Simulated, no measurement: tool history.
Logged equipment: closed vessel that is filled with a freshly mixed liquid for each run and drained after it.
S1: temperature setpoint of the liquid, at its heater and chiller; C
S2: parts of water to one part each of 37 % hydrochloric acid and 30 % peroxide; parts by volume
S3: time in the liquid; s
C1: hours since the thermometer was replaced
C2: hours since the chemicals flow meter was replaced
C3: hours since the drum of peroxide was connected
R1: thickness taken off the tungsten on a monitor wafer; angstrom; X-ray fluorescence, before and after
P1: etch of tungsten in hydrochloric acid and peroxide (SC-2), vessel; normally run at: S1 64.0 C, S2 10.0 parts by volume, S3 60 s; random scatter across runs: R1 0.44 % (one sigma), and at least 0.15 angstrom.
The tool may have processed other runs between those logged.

| run | day | S1 | S2 | S3 | C1 | C2 | C3 | R1 |
|---|---|---|---|---|---|---|---|---|
| 1 | 0.408 | 64.0 | 10.0 | 60 | 349.3 | 301.9 | 552.9 | 297.540 |
|  | 0.762 | new drum of peroxide connected |
| 2 | 0.904 | 64.0 | 10.0 | 60 | 361.2 | 313.8 | 3.5 | 298.570 |
| 3 | 1.342 | 64.0 | 10.0 | 60 | 371.7 | 324.3 | 14.0 | 297.170 |
| 4 | 1.700 | 64.0 | 18.5 | 60 | 380.3 | 332.9 | 22.6 | 173.750 |
| 5 | 2.162 | 64.0 | 4.0 | 60 | 391.4 | 344.0 | 33.7 | 599.090 |
|  | 2.325 | thermometer replaced |
| 6 | 2.429 | 64.0 | 15.0 | 105 | 2.5 | 350.4 | 40.1 | 368.410 |
| 7 | 2.854 | 64.0 | 10.0 | 60 | 12.7 | 360.6 | 50.3 | 298.020 |
| 8 | 3.379 | 49.0 | 10.0 | 60 | 25.3 | 373.2 | 62.9 | 114.330 |
| 9 | 3.804 | 72.0 | 10.0 | 60 | 35.5 | 383.4 | 73.1 | 481.550 |
| 10 | 4.392 | 64.0 | 10.0 | 60 | 49.6 | 397.5 | 87.2 | 297.900 |
| 11 | 4.858 | 54.5 | 10.0 | 30 | 60.8 | 408.7 | 98.4 | 82.166 |

Run 12, settings as shown, results not yet in. Your forecast:
| 12 | 5.338 | 64.0 | 10.0 | 60 | 72.3 | 420.2 | 109.9 | ? |

{"run 12": {"R1": 297.8}}
